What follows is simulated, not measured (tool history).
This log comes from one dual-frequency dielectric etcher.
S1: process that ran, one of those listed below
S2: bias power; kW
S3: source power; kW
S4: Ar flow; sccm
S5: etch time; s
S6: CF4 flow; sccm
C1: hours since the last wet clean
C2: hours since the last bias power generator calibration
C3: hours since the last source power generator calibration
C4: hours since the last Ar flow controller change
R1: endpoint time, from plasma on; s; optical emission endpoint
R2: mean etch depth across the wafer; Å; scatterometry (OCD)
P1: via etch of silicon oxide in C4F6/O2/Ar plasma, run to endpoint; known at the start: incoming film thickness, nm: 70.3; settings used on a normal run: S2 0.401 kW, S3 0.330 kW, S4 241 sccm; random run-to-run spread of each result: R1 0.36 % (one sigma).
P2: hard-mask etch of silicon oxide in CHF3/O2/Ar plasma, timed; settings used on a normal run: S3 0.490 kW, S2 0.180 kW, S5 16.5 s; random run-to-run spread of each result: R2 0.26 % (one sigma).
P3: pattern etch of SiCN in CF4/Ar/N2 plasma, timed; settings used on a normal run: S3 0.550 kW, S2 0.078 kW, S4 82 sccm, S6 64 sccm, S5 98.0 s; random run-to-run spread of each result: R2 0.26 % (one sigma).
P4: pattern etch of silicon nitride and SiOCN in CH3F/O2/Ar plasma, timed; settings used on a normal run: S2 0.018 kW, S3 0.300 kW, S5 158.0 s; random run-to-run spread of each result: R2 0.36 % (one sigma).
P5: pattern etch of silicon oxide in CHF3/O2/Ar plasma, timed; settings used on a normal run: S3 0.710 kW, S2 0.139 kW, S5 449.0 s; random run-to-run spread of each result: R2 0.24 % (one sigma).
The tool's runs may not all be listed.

| run | hour | S1 | S2 | S3 | S4 | S5 | S6 | C1 | C2 | C3 | C4 | R1 | R2 |
|---|---|---|---|---|---|---|---|---|---|---|---|---|---|
| 1 | 10.4 | P1 | 0.401 | 0.330 | 241 |  |  | 105.9 | 764.9 | 476.3 | 1031.0 | 17.314 |  |
| 2 | 25.9 | P1 | 0.401 | 0.220 | 241 |  |  | 121.4 | 780.4 | 491.8 | 1046.5 | 20.011 |  |
| 3 | 34.2 | P1 | 0.401 | 0.330 | 241 |  |  | 129.7 | 788.7 | 500.1 | 1054.8 | 17.241 |  |
| 4 | 49.2 | P5 | 0.139 | 0.930 |  | 449.0 |  | 144.7 | 803.7 | 515.1 | 1069.8 |  | 9721.800 |
| 5 | 66.6 | P5 | 0.085 | 0.710 |  | 449.0 |  | 162.1 | 821.1 | 532.5 | 1087.2 |  | 7583.800 |
| 6 | 76.4 | P5 | 0.139 | 0.710 |  | 449.0 |  | 171.9 | 830.9 | 542.3 | 1097.0 |  | 8681.400 |
| 7 | 88.4 | P1 | 0.401 | 0.330 | 241 |  |  | 183.9 | 842.9 | 554.3 | 1109.0 | 17.288 |  |
| 8 | 98.2 | P1 | 0.401 | 0.330 | 241 |  |  | 193.7 | 852.7 | 564.1 | 1118.8 | 17.267 |  |
| 9 | 115.0 | P3 | 0.062 | 0.550 | 82 | 98.0 | 64 | 210.5 | 869.5 | 580.9 | 1135.6 |  | 982.800 |
| 10 | 131.8 | P4 | 0.024 | 0.300 |  | 158.0 |  | 227.3 | 886.3 | 597.7 | 1152.4 |  | 199.160 |
| 11 | 145.5 | P2 | 0.180 | 0.490 |  | 16.5 |  | 241.0 | 900.0 | 611.4 | 1166.1 |  | 293.400 |
| 12 | 153.6 | P4 | 0.018 | 0.230 |  | 158.0 |  | 249.1 | 908.1 | 619.5 | 1174.2 |  | 160.240 |
| 13 | 170.1 | P1 | 0.401 | 0.330 | 241 |  |  | 265.6 | 924.6 | 636.0 | 1190.7 | 17.218 |  |
| 14 | 184.0 | P2 | 0.180 | 0.490 |  | 9.0 |  | 279.5 | 938.5 | 649.9 | 1204.6 |  | 160.310 |
| 15 | 200.4 | P1 | 0.543 | 0.330 | 315 |  |  | 295.9 | 954.9 | 666.3 | 1221.0 | 15.962 |  |
| 16 | 212.5 | P4 | 0.018 | 0.300 |  | 87.0 |  | 308.0 | 967.0 | 678.4 | 1233.1 |  | 95.975 |
| 17 | 226.9 | P3 | 0.078 | 0.550 | 82 | 98.0 | 64 | 322.4 | 981.4 | 692.8 | 1247.5 |  | 1066.500 |
| 18 | 238.9 | P4 | 0.018 | 0.300 |  | 158.0 |  | 334.4 | 993.4 | 704.8 | 1259.5 |  | 174.840 |
| 19 | 248.1 | P2 | 0.180 | 0.490 |  | 16.5 |  | 343.6 | 1002.6 | 714.0 | 1268.7 |  | 293.760 |
| 20 | 265.2 | P1 | 0.479 | 0.330 | 241 |  |  | 360.7 | 1019.7 | 731.1 | 1285.8 | 16.067 |  |
| 21 | 274.0 | P3 | 0.078 | 0.550 | 82 | 98.0 | 81 | 369.5 | 1028.5 | 739.9 | 1294.6 |  | 1094.200 |
| 22 | 290.7 | P2 | 0.180 | 0.690 |  | 16.5 |  | 386.2 | 1045.2 | 756.6 | 1311.3 |  | 335.370 |
| 23 | 304.3 | P3 | 0.078 | 0.330 | 82 | 98.0 | 64 | 399.8 | 1058.8 | 770.2 | 1324.9 |  | 682.140 |
| 24 | 319.3 | P3 | 0.078 | 0.550 | 67 | 98.0 | 64 | 414.8 | 1073.8 | 785.2 | 1339.9 |  | 1089.400 |
| 25 | 331.6 | P4 | 0.018 | 0.300 |  | 158.0 |  | 427.1 | 1086.1 | 797.5 | 1352.2 |  | 174.630 |
| 26 | 349.1 | P2 | 0.226 | 0.490 |  | 16.5 |  | 444.6 | 1103.6 | 815.0 | 1369.7 |  | 317.680 |
| 27 | 365.2 | P3 | 0.078 | 0.550 | 82 | 60.0 | 64 | 460.7 | 1119.7 | 831.1 | 1385.8 |  | 650.830 |
| 28 | 375.8 | P1 | 0.285 | 0.330 | 241 |  |  | 471.3 | 1130.3 | 841.7 | 1396.4 | 19.402 |  |
| 29 | 392.4 | P1 | 0.401 | 0.330 | 166 |  |  | 487.9 | 1146.9 | 858.3 | 1413.0 | 16.501 |  |
| 30 | 405.5 | P1 | 0.401 | 0.330 | 326 |  |  | 501.0 | 1160.0 | 871.4 | 1426.1 | 17.833 |  |
| 31 | 414.0 | P3 | 0.078 | 0.550 | 82 | 98.0 | 64 | 509.5 | 1168.5 | 879.9 | 1434.6 |  | 1063.000 |
| 32 | 425.4 | P1 | 0.401 | 0.410 | 241 |  |  | 520.9 | 1179.9 | 891.3 | 1446.0 | 15.993 |  |
| 33 | 436.5 | P5 | 0.139 | 0.710 |  | 288.5 |  | 532.0 | 1191.0 | 902.4 | 1457.1 |  | 5594.300 |
| 34 | 454.3 | P1 | 0.401 | 0.330 | 241 |  |  | 549.8 | 1208.8 | 920.2 | 1474.9 | 17.212 |  |
| 35 | 471.3 | P1 | 0.401 | 0.330 | 241 |  |  | 566.8 | 1225.8 | 937.2 | 1491.9 | 17.421 |  |
| 36 | 480.8 | P1 | 0.401 | 0.330 | 241 |  |  | 576.3 | 1235.3 | 946.7 | 1501.4 | 17.372 |  |
| 37 | 492.1 | P1 | 0.401 | 0.330 | 241 |  |  | 587.6 | 1246.6 | 958.0 | 1512.7 | 17.519 |  |
|  | 496.6 | wet clean of the chamber |
| 38 | 500.0 | P1 | 0.401 | 0.330 | 241 |  |  | 3.5 | 1254.5 | 965.9 | 1520.6 | 17.639 |  |
| 39 | 515.6 | P1 | 0.401 | 0.330 | 241 |  |  | 19.1 | 1270.1 | 981.5 | 1536.2 | 17.474 |  |
| 40 | 532.0 | P1 | 0.401 | 0.330 | 241 |  |  | 35.5 | 1286.5 | 997.9 | 1552.6 | 17.508 |  |

The log shows P1 creeping away from where it was. Any of the 2 causes listed here, at the size stated for it, fits the log just as well as the others:
A: source power that arrives under what is set, % = 4.7
B: bias power that arrives under what is set, % = 4.79
Onset of the creep was near hour 454.3.
Excluded causes, each with its reason:
chamber walls in a state that lowers the etch rate, %: maintenance at hour 496.6, after the shift began, did not return the process to its former output
Ar flow that arrives over what is set, %: at its largest 8, which would move R1 by +0.9 %, too little to match the creep or of the wrong sign

Listed below are the offered check runs, one wafer per run, with question marks in place of results. For which of them would the causes give clearly different outcomes?
| check 1 | 548.4 | P4 | 0.018 | 0.300 |  | 158.0 |  |  |  |  |  |  | ? |
| check 2 | 548.4 | P3 | 0.078 | 0.550 | 82 | 98.0 | 64 |  |  |  |  |  | ? |
| check 3 | 548.4 | P2 | 0.180 | 0.490 |  | 16.5 |  |  |  |  |  |  | ? |
| check 4 | 548.4 | P5 | 0.139 | 0.710 |  | 449.0 |  |  |  |  |  |  | ? |

Outcome of each check run for each possible cause:
| check | result | if A | if B |
|---|---|---|---|
| check 1 | R2 | 172.680 | 171.920 |
| check 2 | R2 | 1017.100 | 1043.500 |
| check 3 | R2 | 288.120 | 288.610 |
| check 4 | R2 | 8577.600 | 8607.300 |
How far apart the two closest causes lie, in the result that separates them most: check 1 0.44 %; check 2 2.57 %; check 3 0.17 %; check 4 0.34 %
Of the check runs offered, only check 2 discriminates between the causes; the rest would read about the same regardless of which cause applies.

With check 2 done, the readings were: R2 1017.600 Å. Identify which of the listed causes applies.

A is the cause: source power that arrives under what is set, %.
